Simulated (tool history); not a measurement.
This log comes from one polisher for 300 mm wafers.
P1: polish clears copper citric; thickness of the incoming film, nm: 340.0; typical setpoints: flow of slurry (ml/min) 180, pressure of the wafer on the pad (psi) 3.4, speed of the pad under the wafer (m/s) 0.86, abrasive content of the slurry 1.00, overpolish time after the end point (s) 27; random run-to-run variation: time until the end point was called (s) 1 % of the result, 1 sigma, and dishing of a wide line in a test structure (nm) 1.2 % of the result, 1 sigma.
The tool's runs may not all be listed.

run   hour  flow of slurry (ml/min)  pressure of the wafer on the pad (psi)  speed of the pad under the wafer (m/s)  abrasive content of the slurry  overpolish time after the end point (s)  wafers polished on this pad  hours since the slurry nozzle was cleaned  hours since the head pressure was calibrated  hours since the slurry blender was calibrated  time until the end point was called (s)  dishing of a wide line in a test structure (nm)
  1   10.2                      180                                     3.4                                    0.86                            1.00                                       27                          633                                      572.8                                         242.1                                          120.7                                   186.79                                           34.683
  2   20.5                      180                                     3.4                                    0.86                            0.65                                       27                          709                                      583.1                                         252.4                                          131.0                                   201.05                                           32.354
  3   26.6                      180                                     4.9                                    0.86                            1.00                                       27                          753                                      589.2                                         258.5                                          137.1                                   129.70                                           46.874
  4   35.5                      245                                     3.4                                    0.86                            1.00                                       27                          818                                      598.1                                         267.4                                          146.0                                   176.24                                           35.450
  5   42.7                      125                                     4.7                                    0.86                            1.00                                       27                          871                                      605.3                                         274.6                                          153.2                                   143.05                                           43.407
  6   47.8                      180                                     2.2                                    0.86                            1.00                                       27                          908                                      610.4                                         279.7                                          158.3                                   280.48                                           23.212
  7   56.5                      180                                     3.4                                    0.86                            1.50                                       27                          972                                      619.1                                         288.4                                          167.0                                   168.30                                           37.096
  8   62.5                      180                                     3.4                                    0.86                            1.00                                       45                         1016                                      625.1                                         294.4                                          173.0                                   184.50                                           51.563
  9   68.2                      180                                     3.4                                    0.86                            1.00                                       27                         1058                                      630.8                                         300.1                                          178.7                                   184.97                                           33.703
 10   78.6                      180                                     3.4                                    0.86                            1.00                                       27                         1134                                      641.2                                         310.5                                          189.1                                   184.89                                           33.671
 11   85.1                      180                                     3.4                                    0.86                            1.00                                        8                         1182                                      647.7                                         317.0                                          195.6                                   184.20                                           10.992
 12   90.7                      110                                     3.4                                    0.86                            1.00                                       27                         1223                                      653.3                                         322.6                                          201.2                                   199.35                                           31.505
 13  100.6                      180                                     3.4                                    0.86                            1.00                                       27                         1295                                      663.2                                         332.5                                          211.1                                   182.92                                           34.367
 14  112.0                      180                                     3.4                                    0.86                            1.00                                       27                         1379                                      674.6                                         343.9                                          222.5                                   184.62                                           33.727
 15  122.9                      180                                     3.4                                    0.86                            1.00                                       27                         1459                                      685.5                                         354.8                                          233.4                                   186.84                                           33.372
 16  128.6                      180                                     3.4                                    0.86                            1.00                                       27                         1500                                      691.2                                         360.5                                          239.1                                   186.59                                           33.905
 17  138.5                      180                                     3.4                                    0.38                            1.00                                       27                         1573                                      701.1                                         370.4                                          249.0                                   398.99                                           16.939
 18  147.8                      180                                     3.4                                    1.18                            1.00                                       27                         1641                                      710.4                                         379.7                                          258.3                                   134.37                                           44.806
 19  155.7                      180                                     3.4                                    0.86                            1.00                                       27                         1699                                      718.3                                         387.6                                          266.2                                   181.95                                           34.178
 20  165.4                      180                                     3.4                                    0.86                            1.00                                       27                         1770                                      728.0                                         397.3                                          275.9                                   186.73                                           34.469
 21  171.9                      180                                     3.4                                    0.86                            1.00                                       27                         1817                                      734.5                                         403.8                                          282.4                                   190.21                                           33.333
 22  181.0                      180                                     3.4                                    0.86                            1.00                                       27                         1884                                      743.6                                         412.9                                          291.5                                   194.33                                           33.301
 23  191.4                      180                                     3.4                                    0.86                            1.00                                       27                         1960                                      754.0                                         423.3                                          301.9                                   197.97                                           32.403
 24  196.4                      180                                     3.4                                    0.86                            1.00                                       27                         1997                                      759.0                                         428.3                                          306.9                                   196.67                                           32.737

For run 25, what comes out?
 25  203.2                      180                                     3.4                                    0.86                            1.00                                       27                         2047                                      765.8                                         435.1                                          313.7                                        ?                                                ?

Run 25 produced time until the end point was called (s) 195.41, dishing of a wide line in a test structure (nm) 32.229.
